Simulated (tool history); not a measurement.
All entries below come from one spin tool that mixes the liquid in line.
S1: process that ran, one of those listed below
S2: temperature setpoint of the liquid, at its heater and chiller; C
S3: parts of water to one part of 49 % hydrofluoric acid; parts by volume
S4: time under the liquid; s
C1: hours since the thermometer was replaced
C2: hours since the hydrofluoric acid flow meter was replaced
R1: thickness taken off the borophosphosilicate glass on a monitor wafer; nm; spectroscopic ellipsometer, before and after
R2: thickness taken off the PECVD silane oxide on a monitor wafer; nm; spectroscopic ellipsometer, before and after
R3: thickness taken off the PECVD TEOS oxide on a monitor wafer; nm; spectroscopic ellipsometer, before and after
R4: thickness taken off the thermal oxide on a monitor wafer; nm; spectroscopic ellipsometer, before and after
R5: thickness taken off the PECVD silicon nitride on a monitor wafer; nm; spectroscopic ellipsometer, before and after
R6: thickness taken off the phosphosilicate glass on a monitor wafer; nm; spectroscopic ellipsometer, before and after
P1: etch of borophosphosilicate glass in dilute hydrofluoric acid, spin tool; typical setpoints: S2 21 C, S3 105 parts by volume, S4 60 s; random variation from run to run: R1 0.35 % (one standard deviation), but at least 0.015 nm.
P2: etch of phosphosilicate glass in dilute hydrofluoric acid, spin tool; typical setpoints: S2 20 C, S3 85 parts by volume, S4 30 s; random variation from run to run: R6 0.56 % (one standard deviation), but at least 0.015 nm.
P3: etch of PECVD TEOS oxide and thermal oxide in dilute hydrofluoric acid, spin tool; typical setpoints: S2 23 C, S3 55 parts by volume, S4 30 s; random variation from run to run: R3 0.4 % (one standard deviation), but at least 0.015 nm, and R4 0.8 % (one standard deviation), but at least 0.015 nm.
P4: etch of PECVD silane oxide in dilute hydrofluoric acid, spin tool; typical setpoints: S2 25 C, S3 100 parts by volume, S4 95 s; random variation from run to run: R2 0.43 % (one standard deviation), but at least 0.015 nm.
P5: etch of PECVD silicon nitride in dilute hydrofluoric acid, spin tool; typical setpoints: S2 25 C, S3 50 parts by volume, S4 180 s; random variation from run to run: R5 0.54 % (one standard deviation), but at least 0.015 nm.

| run | day | S1 | S2 | S3 | S4 | C1 | C2 | R1 | R2 | R3 | R4 | R5 | R6 |
|---|---|---|---|---|---|---|---|---|---|---|---|---|---|
| 1 | 0.529 | P1 | 21 | 105 | 60 | 140.5 | 845.3 | 15.155 |  |  |  |  |  |
| 2 | 1.221 | P4 | 25 | 40 | 95 | 157.1 | 861.9 |  | 67.706 |  |  |  |  |
| 3 | 1.883 | P1 | 21 | 105 | 60 | 173 | 877.8 | 14.992 |  |  |  |  |  |
| 4 | 2.375 | P3 | 23 | 100 | 30 | 184.8 | 889.6 |  |  | 7.1334 | 1.3052 |  |  |
| 5 | 2.721 | P3 | 23 | 55 | 30 | 193.1 | 897.9 |  |  | 13.729 | 2.5314 |  |  |
| 6 | 3.254 | P1 | 26 | 105 | 60 | 205.9 | 910.7 | 18.339 |  |  |  |  |  |
| 7 | 3.642 | P4 | 29.5 | 100 | 95 | 215.2 | 920 |  | 29.83 |  |  |  |  |
| 8 | 4.292 | P1 | 21 | 105 | 25 | 230.8 | 935.6 | 6.2899 |  |  |  |  |  |
| 9 | 4.625 | P1 | 21 | 50 | 95 | 238.8 | 943.6 | 53.311 |  |  |  |  |  |
| 10 | 5.083 | P5 | 25 | 30 | 180 | 249.8 | 954.6 |  |  |  |  | 10.821 |  |
| 11 | 5.521 | P1 | 21 | 155 | 85 | 260.3 | 965.1 | 13.673 |  |  |  |  |  |
| 12 | 5.921 | P1 | 21 | 105 | 60 | 269.9 | 974.7 | 15.136 |  |  |  |  |  |
| 13 | 6.288 | P1 | 21 | 105 | 95 | 278.7 | 983.5 | 23.819 |  |  |  |  |  |
|  | 6.492 | thermometer replaced |
| 14 | 6.662 | P5 | 25 | 50 | 180 | 4.1 | 992.5 |  |  |  |  | 6.5591 |  |
| 15 | 7.146 | P3 | 23 | 55 | 60 | 15.7 | 1004.1 |  |  | 27.615 | 5.0199 |  |  |
| 16 | 7.462 | P2 | 20 | 85 | 15 | 23.3 | 1011.7 |  |  |  |  |  | 19.833 |
| 17 | 7.862 | P1 | 21 | 105 | 60 | 32.9 | 1021.3 | 15.041 |  |  |  |  |  |
| 18 | 8.396 | P2 | 20 | 145 | 30 | 45.7 | 1034.1 |  |  |  |  |  | 22.127 |
| 19 | 9.079 | P1 | 21 | 185 | 60 | 62.1 | 1050.5 | 7.8421 |  |  |  |  |  |
| 20 | 9.404 | P1 | 21 | 30 | 60 | 69.9 | 1058.3 | 57.889 |  |  |  |  |  |
| 21 | 9.858 | P2 | 28 | 85 | 30 | 80.8 | 1069.2 |  |  |  |  |  | 55.435 |
| 22 | 10.246 | P3 | 18 | 55 | 30 | 90.1 | 1078.5 |  |  | 11.167 | 2.0398 |  |  |
| 23 | 10.817 | P4 | 25 | 100 | 150 | 103.8 | 1092.2 |  | 39.395 |  |  |  |  |
| 24 | 11.342 | P5 | 18.5 | 50 | 180 | 116.4 | 1104.8 |  |  |  |  | 4.2411 |  |

Run 25, settings as shown, results not yet in. Your forecast:
| 25 | 11.892 | P1 | 17 | 105 | 60 | 129.6 | 1118 | ? |  |  |  |  |  |

{"run 25": {"R1": 12.764}}

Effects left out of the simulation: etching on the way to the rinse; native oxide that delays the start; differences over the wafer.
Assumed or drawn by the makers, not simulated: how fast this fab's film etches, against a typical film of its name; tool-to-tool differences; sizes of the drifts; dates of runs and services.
